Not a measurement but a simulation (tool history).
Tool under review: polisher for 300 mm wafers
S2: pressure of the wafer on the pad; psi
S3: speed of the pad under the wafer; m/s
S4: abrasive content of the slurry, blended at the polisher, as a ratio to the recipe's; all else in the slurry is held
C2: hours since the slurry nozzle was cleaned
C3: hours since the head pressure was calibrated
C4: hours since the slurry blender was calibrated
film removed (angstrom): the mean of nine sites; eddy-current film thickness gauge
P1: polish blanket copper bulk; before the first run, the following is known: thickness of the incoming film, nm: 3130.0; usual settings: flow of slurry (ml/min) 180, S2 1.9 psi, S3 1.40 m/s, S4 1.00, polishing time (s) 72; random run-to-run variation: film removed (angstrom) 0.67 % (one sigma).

Run 1, hour 8.0: flow of slurry (ml/min) 180, S2 1.9 psi, S3 1.40 m/s, S4 1.00, polishing time (s) 72; wafers polished on this pad 630; C2 168.6; C3 585.3; C4 75.4. Result: film removed (angstrom) 6339.7.
Run 2, hour 14.4: flow of slurry (ml/min) 180, S2 1.0 psi, S3 1.40 m/s, S4 1.00, polishing time (s) 108; wafers polished on this pad 679; C2 175.0; C3 591.7; C4 81.8. Result: film removed (angstrom) 4915.6.
Run 3, hour 24.2: flow of slurry (ml/min) 110, S2 1.9 psi, S3 1.40 m/s, S4 1.00, polishing time (s) 72; wafers polished on this pad 754; C2 184.8; C3 601.5; C4 91.6. Result: film removed (angstrom) 5680.1.
Run 4, hour 32.3: flow of slurry (ml/min) 180, S2 1.9 psi, S3 2.16 m/s, S4 1.00, polishing time (s) 103; wafers polished on this pad 816; C2 192.9; C3 609.6; C4 99.7. Result: film removed (angstrom) 13866.0.
Run 5, hour 41.0: flow of slurry (ml/min) 180, S2 1.9 psi, S3 1.40 m/s, S4 1.00, polishing time (s) 72; wafers polished on this pad 882; C2 201.6; C3 618.3; C4 108.4. Result: film removed (angstrom) 6312.8.
At hour 41.8: slurry blender recalibrated.
Run 6, hour 45.9: flow of slurry (ml/min) 180, S2 1.9 psi, S3 2.06 m/s, S4 1.00, polishing time (s) 72; wafers polished on this pad 920; C2 206.5; C3 623.2; C4 4.2. Result: film removed (angstrom) 9213.8.
Run 7, hour 53.4: flow of slurry (ml/min) 180, S2 1.9 psi, S3 1.40 m/s, S4 1.00, polishing time (s) 33; wafers polished on this pad 977; C2 214.0; C3 630.7; C4 11.7. Result: film removed (angstrom) 2890.0.
Run 8, hour 62.6: flow of slurry (ml/min) 180, S2 1.9 psi, S3 1.40 m/s, S4 1.00, polishing time (s) 72; wafers polished on this pad 1047; C2 223.2; C3 639.9; C4 20.9. Result: film removed (angstrom) 6318.5.
Run 9, hour 73.4: flow of slurry (ml/min) 180, S2 3.0 psi, S3 1.40 m/s, S4 1.00, polishing time (s) 72; wafers polished on this pad 1130; C2 234.0; C3 650.7; C4 31.7. Result: film removed (angstrom) 9927.1.
Run 10, hour 78.9: flow of slurry (ml/min) 180, S2 1.9 psi, S3 1.40 m/s, S4 0.55, polishing time (s) 72; wafers polished on this pad 1172; C2 239.5; C3 656.2; C4 37.2. Result: film removed (angstrom) 5480.1.
Run 11, hour 85.2: flow of slurry (ml/min) 180, S2 1.9 psi, S3 1.40 m/s, S4 1.40, polishing time (s) 72; wafers polished on this pad 1220; C2 245.8; C3 662.5; C4 43.5. Result: film removed (angstrom) 6715.9.
Run 12, hour 93.6: flow of slurry (ml/min) 180, S2 1.9 psi, S3 1.40 m/s, S4 1.00, polishing time (s) 110; wafers polished on this pad 1284; C2 254.2; C3 670.9; C4 51.9. Result: film removed (angstrom) 9582.9.
Run 13, hour 100.5: flow of slurry (ml/min) 180, S2 1.4 psi, S3 1.40 m/s, S4 1.00, polishing time (s) 72; wafers polished on this pad 1337; C2 261.1; C3 677.8; C4 58.8. Result: film removed (angstrom) 4633.4.
Run 14, hour 108.1: flow of slurry (ml/min) 180, S2 1.9 psi, S3 1.40 m/s, S4 1.00, polishing time (s) 72; wafers polished on this pad 1395; C2 268.7; C3 685.4; C4 66.4. Result: film removed (angstrom) 6162.4.
Run 15, hour 114.1: flow of slurry (ml/min) 180, S2 1.9 psi, S3 0.64 m/s, S4 1.00, polishing time (s) 72; wafers polished on this pad 1440; C2 274.7; C3 691.4; C4 72.4. Result: film removed (angstrom) 2879.8.
At hour 116.8: slurry nozzle cleaned.
Run 16, hour 124.0: flow of slurry (ml/min) 235, S2 1.9 psi, S3 1.40 m/s, S4 1.00, polishing time (s) 72; wafers polished on this pad 1516; C2 7.3; C3 701.3; C4 82.3. Result: film removed (angstrom) 6456.2.
Run 17, hour 132.8: flow of slurry (ml/min) 180, S2 1.9 psi, S3 1.40 m/s, S4 1.00, polishing time (s) 72; wafers polished on this pad 1583; C2 16.1; C3 710.1; C4 91.1. Result: film removed (angstrom) 6261.9.
Run 18, hour 141.5: flow of slurry (ml/min) 180, S2 1.9 psi, S3 1.40 m/s, S4 1.00, polishing time (s) 72; wafers polished on this pad 1650; C2 24.8; C3 718.8; C4 99.8. Result: film removed (angstrom) 6117.2.
Run 19, hour 149.9: flow of slurry (ml/min) 180, S2 1.9 psi, S3 1.40 m/s, S4 1.00, polishing time (s) 72; wafers polished on this pad 1714; C2 33.2; C3 727.2; C4 108.2. Result: film removed (angstrom) 6019.4.
Run 20, hour 160.4: flow of slurry (ml/min) 180, S2 1.9 psi, S3 1.40 m/s, S4 1.00, polishing time (s) 72; wafers polished on this pad 1794; C2 43.7; C3 737.7; C4 118.7. Result: film removed (angstrom) 5882.3.
At hour 165.8: slurry blender recalibrated.
Run 21, hour 166.5: flow of slurry (ml/min) 180, S2 1.9 psi, S3 1.40 m/s, S4 1.00, polishing time (s) 72; wafers polished on this pad 1841; C2 49.8; C3 743.8; C4 0.7. Result: film removed (angstrom) 5821.7.
Run 22, hour 171.7: flow of slurry (ml/min) 180, S2 1.9 psi, S3 1.40 m/s, S4 1.00, polishing time (s) 72; wafers polished on this pad 1880; C2 55.0; C3 749.0; C4 5.9. Result: film removed (angstrom) 5752.9.
Run 23, hour 177.3: flow of slurry (ml/min) 180, S2 1.9 psi, S3 1.40 m/s, S4 1.00, polishing time (s) 72; wafers polished on this pad 1923; C2 60.6; C3 754.6; C4 11.5. Result: film removed (angstrom) 5790.7.
Run 24, hour 183.0: flow of slurry (ml/min) 180, S2 1.9 psi, S3 1.40 m/s, S4 1.00, polishing time (s) 72; wafers polished on this pad 1967; C2 66.3; C3 760.3; C4 17.2. Result: film removed (angstrom) 5835.3.
At hour 186.5: head pressure recalibrated.
Run 25, hour 192.0: flow of slurry (ml/min) 180, S2 1.9 psi, S3 1.40 m/s, S4 1.00, polishing time (s) 72; wafers polished on this pad 2036; C2 75.3; C3 5.5; C4 26.2. Result: film removed (angstrom) 5702.8.
Run 26, hour 197.1: flow of slurry (ml/min) 180, S2 1.9 psi, S3 1.40 m/s, S4 1.00, polishing time (s) 72; wafers polished on this pad 2074; C2 80.4; C3 10.6; C4 31.3. Result: film removed (angstrom) 5751.1.
Run 27, hour 204.1: flow of slurry (ml/min) 180, S2 1.9 psi, S3 1.40 m/s, S4 1.00, polishing time (s) 72; wafers polished on this pad 2128; C2 87.4; C3 17.6; C4 38.3. Result: film removed (angstrom) 5747.2.
Run 28, hour 214.0: flow of slurry (ml/min) 180, S2 1.9 psi, S3 1.40 m/s, S4 1.00, polishing time (s) 72; wafers polished on this pad 2204; C2 97.3; C3 27.5; C4 48.2. Result: film removed (angstrom) 5744.6.

What P1 gives has crept away from where it was. These 2 causes fit the log equally well, each at the size given:
A: removal rate lost through wear of the pad, % = 8.14
B: slurry flow missing at the pad, % = 37.1
Creep in the process output first set in at about hour 132.8.
All other causes, with the reason each is excluded:
head's pressure below its setpoint, %: maintenance at hour 186.5, after the shift began, did not return the process to its former output
abrasive missing from the slurry, %: maintenance at hour 165.8, after the shift began, did not return the process to its former output

The 4 check runs listed below each average the results of 3 wafers, and their outcomes are marked with question marks. Under which run would the listed causes produce clearly different results?
Run check 1, hour 223.9: flow of slurry (ml/min) 180, S2 1.9 psi, S3 1.70 m/s, S4 1.00, polishing time (s) 72. Result: film removed (angstrom) ?.
Run check 2, hour 223.9: flow of slurry (ml/min) 180, S2 3.0 psi, S3 1.40 m/s, S4 1.00, polishing time (s) 72. Result: film removed (angstrom) ?.
Run check 3, hour 223.9: flow of slurry (ml/min) 130, S2 1.9 psi, S3 1.40 m/s, S4 1.00, polishing time (s) 72. Result: film removed (angstrom) ?.
Run check 4, hour 223.9: flow of slurry (ml/min) 180, S2 1.9 psi, S3 0.80 m/s, S4 1.00, polishing time (s) 72. Result: film removed (angstrom) ?.

What every check run would give for each of its results, assuming each possible cause in turn:
  check                   result    if A    if B
check 1  film removed (angstrom)  6988.9  6988.0
check 2  film removed (angstrom)  9087.7  9086.5
check 3  film removed (angstrom)  5443.1  5287.1
check 4  film removed (angstrom)  3288.9  3288.5
Gap, in per cent, between the two causes that each check separates least, read from the result that separates them most: check 1 0.01 %; check 2 0.01 %; check 3 2.91 %; check 4 0.01 %
Only in check 3 would the causes give clearly different results; in the remaining checks their results would be nearly the same.

Then check 3 was run and gave: film removed (angstrom) 5443.0. Which cause is it?

The cause is A: removal rate lost through wear of the pad, %.

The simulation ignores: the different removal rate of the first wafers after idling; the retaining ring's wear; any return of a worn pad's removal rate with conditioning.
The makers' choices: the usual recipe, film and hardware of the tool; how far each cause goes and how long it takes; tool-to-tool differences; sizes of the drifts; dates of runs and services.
